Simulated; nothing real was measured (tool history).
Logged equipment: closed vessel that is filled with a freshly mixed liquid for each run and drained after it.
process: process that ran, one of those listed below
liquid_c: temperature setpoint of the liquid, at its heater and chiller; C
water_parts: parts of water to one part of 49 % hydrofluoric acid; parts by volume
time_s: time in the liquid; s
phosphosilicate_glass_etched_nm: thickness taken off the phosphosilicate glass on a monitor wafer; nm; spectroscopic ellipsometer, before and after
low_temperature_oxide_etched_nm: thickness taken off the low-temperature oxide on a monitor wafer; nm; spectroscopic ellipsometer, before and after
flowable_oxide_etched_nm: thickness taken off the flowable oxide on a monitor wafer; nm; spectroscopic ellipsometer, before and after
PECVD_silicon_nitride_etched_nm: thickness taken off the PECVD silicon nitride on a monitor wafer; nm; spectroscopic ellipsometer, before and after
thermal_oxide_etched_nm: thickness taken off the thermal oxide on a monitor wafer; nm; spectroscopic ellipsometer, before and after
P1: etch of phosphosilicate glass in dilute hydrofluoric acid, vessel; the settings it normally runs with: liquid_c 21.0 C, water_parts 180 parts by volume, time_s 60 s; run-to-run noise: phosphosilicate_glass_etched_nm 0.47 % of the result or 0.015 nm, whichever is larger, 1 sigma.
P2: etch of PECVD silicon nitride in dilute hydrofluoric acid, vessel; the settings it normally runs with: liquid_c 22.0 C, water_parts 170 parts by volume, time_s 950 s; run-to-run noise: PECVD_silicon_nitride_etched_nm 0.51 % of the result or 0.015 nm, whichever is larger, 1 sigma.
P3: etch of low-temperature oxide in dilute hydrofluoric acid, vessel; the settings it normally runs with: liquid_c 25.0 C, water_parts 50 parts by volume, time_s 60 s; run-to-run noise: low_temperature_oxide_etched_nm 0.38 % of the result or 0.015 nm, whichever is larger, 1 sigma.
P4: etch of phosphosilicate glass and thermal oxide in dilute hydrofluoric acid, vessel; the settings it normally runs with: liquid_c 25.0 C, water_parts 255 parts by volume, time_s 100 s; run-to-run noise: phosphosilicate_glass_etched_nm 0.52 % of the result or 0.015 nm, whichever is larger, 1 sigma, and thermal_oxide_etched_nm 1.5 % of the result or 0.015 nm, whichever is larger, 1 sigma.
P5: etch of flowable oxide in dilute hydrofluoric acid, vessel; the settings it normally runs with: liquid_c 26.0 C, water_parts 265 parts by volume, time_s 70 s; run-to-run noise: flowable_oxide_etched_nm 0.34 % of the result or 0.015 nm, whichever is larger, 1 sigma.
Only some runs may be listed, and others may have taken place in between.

| run | hour | process | liquid_c | water_parts | time_s | hours since the thermometer was replaced | hours since the hydrofluoric acid flow meter was replaced | phosphosilicate_glass_etched_nm | low_temperature_oxide_etched_nm | flowable_oxide_etched_nm | PECVD_silicon_nitride_etched_nm | thermal_oxide_etched_nm |
|---|---|---|---|---|---|---|---|---|---|---|---|---|
| 1 | 18.9 | P1 | 21.0 | 180 | 60 | 738.4 | 675.0 | 55.807 |  |  |  |  |
| 2 | 29.9 | P3 | 25.0 | 50 | 60 | 749.4 | 686.0 |  | 28.237 |  |  |  |
| 3 | 44.8 | P5 | 17.5 | 265 | 70 | 764.3 | 700.9 |  |  | 5.4775 |  |  |
| 4 | 61.1 | P2 | 22.0 | 170 | 950 | 780.6 | 717.2 |  |  |  | 13.1410 |  |
| 5 | 71.4 | P4 | 25.0 | 255 | 30 | 790.9 | 727.5 | 17.317 |  |  |  | 0.48674 |
| 6 | 84.2 | P3 | 25.0 | 75 | 60 | 803.7 | 740.3 |  | 18.162 |  |  |  |
| 7 | 95.2 | P1 | 21.0 | 275 | 60 | 814.7 | 751.3 | 33.448 |  |  |  |  |
| 8 | 105.4 | P4 | 25.0 | 255 | 100 | 824.9 | 761.5 | 57.706 |  |  |  | 1.48270 |
| 9 | 115.3 | P5 | 26.0 | 65 | 70 | 834.8 | 771.4 |  |  | 38.6730 |  |  |
| 10 | 123.9 | P2 | 22.0 | 30 | 950 | 843.4 | 780.0 |  |  |  | 71.9970 |  |
| 11 | 135.8 | P1 | 21.0 | 180 | 60 | 855.3 | 791.9 | 55.885 |  |  |  |  |
| 12 | 150.6 | P4 | 17.0 | 255 | 100 | 870.1 | 806.7 | 43.460 |  |  |  | 1.11910 |
| 13 | 166.0 | P1 | 21.0 | 180 | 30 | 885.5 | 822.1 | 28.010 |  |  |  |  |
| 14 | 181.0 | P3 | 25.0 | 50 | 60 | 900.5 | 837.1 |  | 28.022 |  |  |  |
| 15 | 197.3 | P3 | 25.0 | 50 | 120 | 916.8 | 853.4 |  | 56.129 |  |  |  |
|  | 202.9 | hydrofluoric acid flow meter replaced |
| 16 | 206.3 | P5 | 26.0 | 265 | 70 | 925.8 | 3.4 |  |  | 7.4304 |  |  |
| 17 | 218.2 | P1 | 21.0 | 180 | 60 | 937.7 | 15.3 | 55.722 |  |  |  |  |
| 18 | 231.6 | P2 | 17.0 | 170 | 950 | 951.1 | 28.7 |  |  |  | 9.4578 |  |
| 19 | 240.0 | P1 | 21.0 | 180 | 60 | 959.5 | 37.1 | 56.065 |  |  |  |  |
| 20 | 257.9 | P1 | 21.0 | 180 | 100 | 977.4 | 55.0 | 92.742 |  |  |  |  |
| 21 | 270.0 | P1 | 28.0 | 180 | 60 | 989.5 | 67.1 | 72.876 |  |  |  |  |
| 22 | 287.4 | P1 | 17.0 | 180 | 60 | 1006.9 | 84.5 | 47.488 |  |  |  |  |
| 23 | 302.9 | P2 | 22.0 | 170 | 240 | 1022.4 | 100.0 |  |  |  | 3.3269 |  |
| 24 | 318.4 | P4 | 25.0 | 255 | 100 | 1037.9 | 115.5 | 57.846 |  |  |  | 1.54360 |
| 25 | 337.3 | P1 | 21.0 | 60 | 60 | 1056.8 | 134.4 | 190.330 |  |  |  |  |
| 26 | 349.0 | P5 | 26.0 | 265 | 110 | 1068.5 | 146.1 |  |  | 11.6910 |  |  |
| 27 | 366.2 | P3 | 30.0 | 50 | 60 | 1085.7 | 163.3 |  | 34.456 |  |  |  |
| 28 | 382.6 | P1 | 21.0 | 180 | 60 | 1102.1 | 179.7 | 55.313 |  |  |  |  |
| 29 | 394.8 | P4 | 25.0 | 65 | 100 | 1114.3 | 191.9 | 282.830 |  |  |  | 7.54010 |
| 30 | 406.0 | P1 | 21.0 | 180 | 60 | 1125.5 | 203.1 | 55.099 |  |  |  |  |
| 31 | 416.2 | P1 | 17.0 | 90 | 60 | 1135.7 | 213.3 | 103.980 |  |  |  |  |
| 32 | 432.2 | P1 | 21.0 | 180 | 60 | 1151.7 | 229.3 | 55.701 |  |  |  |  |
| 33 | 446.8 | P1 | 21.0 | 180 | 60 | 1166.3 | 243.9 | 54.088 |  |  |  |  |
| 34 | 465.2 | P1 | 21.0 | 180 | 60 | 1184.7 | 262.3 | 52.984 |  |  |  |  |
| 35 | 484.5 | P1 | 21.0 | 180 | 60 | 1204.0 | 281.6 | 52.486 |  |  |  |  |

Expected results for the next run?
| 36 | 495.4 | P1 | 21.0 | 180 | 60 | 1214.9 | 292.5 | ? |  |  |  |  |

Run 36 came out at phosphosilicate_glass_etched_nm 52.185 nm.
